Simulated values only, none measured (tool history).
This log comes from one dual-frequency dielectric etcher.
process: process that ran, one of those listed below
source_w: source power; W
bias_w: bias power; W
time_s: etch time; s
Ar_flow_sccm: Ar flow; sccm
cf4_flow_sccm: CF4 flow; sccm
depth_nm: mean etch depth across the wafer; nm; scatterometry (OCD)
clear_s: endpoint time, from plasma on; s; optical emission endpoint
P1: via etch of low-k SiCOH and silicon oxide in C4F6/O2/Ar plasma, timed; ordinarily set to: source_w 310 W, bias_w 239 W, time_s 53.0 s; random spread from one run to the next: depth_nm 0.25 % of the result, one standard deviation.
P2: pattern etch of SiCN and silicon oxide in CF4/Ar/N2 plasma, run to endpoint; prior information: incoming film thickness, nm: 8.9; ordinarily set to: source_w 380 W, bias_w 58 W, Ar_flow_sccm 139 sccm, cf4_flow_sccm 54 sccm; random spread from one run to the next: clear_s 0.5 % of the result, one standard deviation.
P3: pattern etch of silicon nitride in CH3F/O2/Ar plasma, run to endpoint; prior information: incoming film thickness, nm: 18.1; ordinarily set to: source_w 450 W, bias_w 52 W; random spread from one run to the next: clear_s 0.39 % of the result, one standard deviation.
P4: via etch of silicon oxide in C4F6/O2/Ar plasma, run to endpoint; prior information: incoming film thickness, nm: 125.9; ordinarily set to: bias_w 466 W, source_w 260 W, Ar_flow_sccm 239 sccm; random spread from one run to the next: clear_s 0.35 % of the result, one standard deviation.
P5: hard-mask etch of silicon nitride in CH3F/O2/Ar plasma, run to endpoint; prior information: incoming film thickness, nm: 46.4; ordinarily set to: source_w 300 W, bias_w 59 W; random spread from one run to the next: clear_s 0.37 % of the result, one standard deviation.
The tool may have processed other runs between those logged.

run	hour	process	source_w	bias_w	time_s	Ar_flow_sccm	cf4_flow_sccm	depth_nm	clear_s
1	16.0	P1	310	239	53.0			147.280	
2	32.9	P3	450	52					27.245
3	44.8	P1	310	302	53.0			158.370	
4	57.0	P5	400	59					73.353
# hour 58.8: source power generator calibrated
5	70.7	P4	260	466		144			30.803
6	86.4	P3	450	52					27.164
7	103.8	P2	380	58		139	54		14.515
8	120.3	P5	300	74					75.896
9	129.8	P2	380	58		97	54		13.649
10	144.1	P2	380	38		139	54		16.892
11	155.2	P1	440	239	53.0			167.530	
12	167.4	P2	380	58		139	67		13.926
13	178.0	P2	380	58		139	54		14.690
14	192.0	P4	260	466		239			32.490
15	203.8	P1	310	239	53.0			146.940	
16	220.9	P1	310	239	29.0			80.109	
17	237.5	P1	310	239	53.0			146.120	
18	250.2	P3	580	52					24.564
19	259.1	P3	450	70					24.628
20	275.9	P5	300	59					81.765
21	293.3	P1	250	239	53.0			135.360	
22	306.1	P1	310	239	65.0			180.030	
23	317.3	P4	170	466		239			38.205
24	326.5	P1	310	189	34.5			88.111	
25	338.8	P1	310	239	53.0			146.630	
26	351.5	P1	310	239	53.0			146.290	
27	361.5	P1	310	239	53.0			146.980	
28	371.5	P2	250	58		139	54		20.651
29	385.4	P4	260	358		239			35.800
30	397.5	P1	310	167	53.0			130.830	
31	405.8	P1	310	239	53.0			146.930	
32	417.2	P1	310	239	53.0			147.400	
33	427.1	P1	310	239	53.0			147.740	
34	437.0	P1	310	239	53.0			148.580	
35	447.3	P1	310	239	53.0			148.500	
# hour 456.1: wet clean of the chamber
36	460.7	P1	310	239	53.0			148.570	
37	471.4	P1	310	239	53.0			149.230	
38	486.6	P1	310	239	53.0			148.220	
39	500.0	P1	310	239	53.0			149.120	

What P1 gives has crept away from where it was. These 2 causes fit the log equally well, each at the size given:
A: bias power that arrives over what is set, % = 4.61
B: source power that arrives over what is set, % = 4.13
The creep began at about hour 405.8.
Every other cause this tool's parts could produce, and why it does not fit the log:
chamber walls in a state that raises the etch rate, %: its service at hour 456.1 followed the start of the drift and did not put the process back to its old value

Below are 4 check runs, each averaged over 3 wafers, with their results shown as question marks. Which of them would give clearly different results depending on which cause is behind the drift?
check 1	513.4	P2	380	38		139	66		?
check 2	513.4	P5	300	73					?
check 3	513.4	P3	540	70					?
check 4	513.4	P4	190	466		239			?

Expected result of each check under each candidate cause:
check	result	if A	if B
check 1	clear_s	15.873	15.530
check 2	clear_s	75.056	75.105
check 3	clear_s	22.630	22.620
check 4	clear_s	35.999	36.090
Smallest distance between any two causes, each pair judged by its most separating result, in per cent: check 1 2.18 %; check 2 0.07 %; check 3 0.04 %; check 4 0.25 %
Of the check runs offered, only check 1 discriminates between the causes; the rest would read about the same regardless of which cause applies.

Check 1 was then run and gave: clear_s 15.518 s. Which cause is it?

B is the cause: source power that arrives over what is set, %.
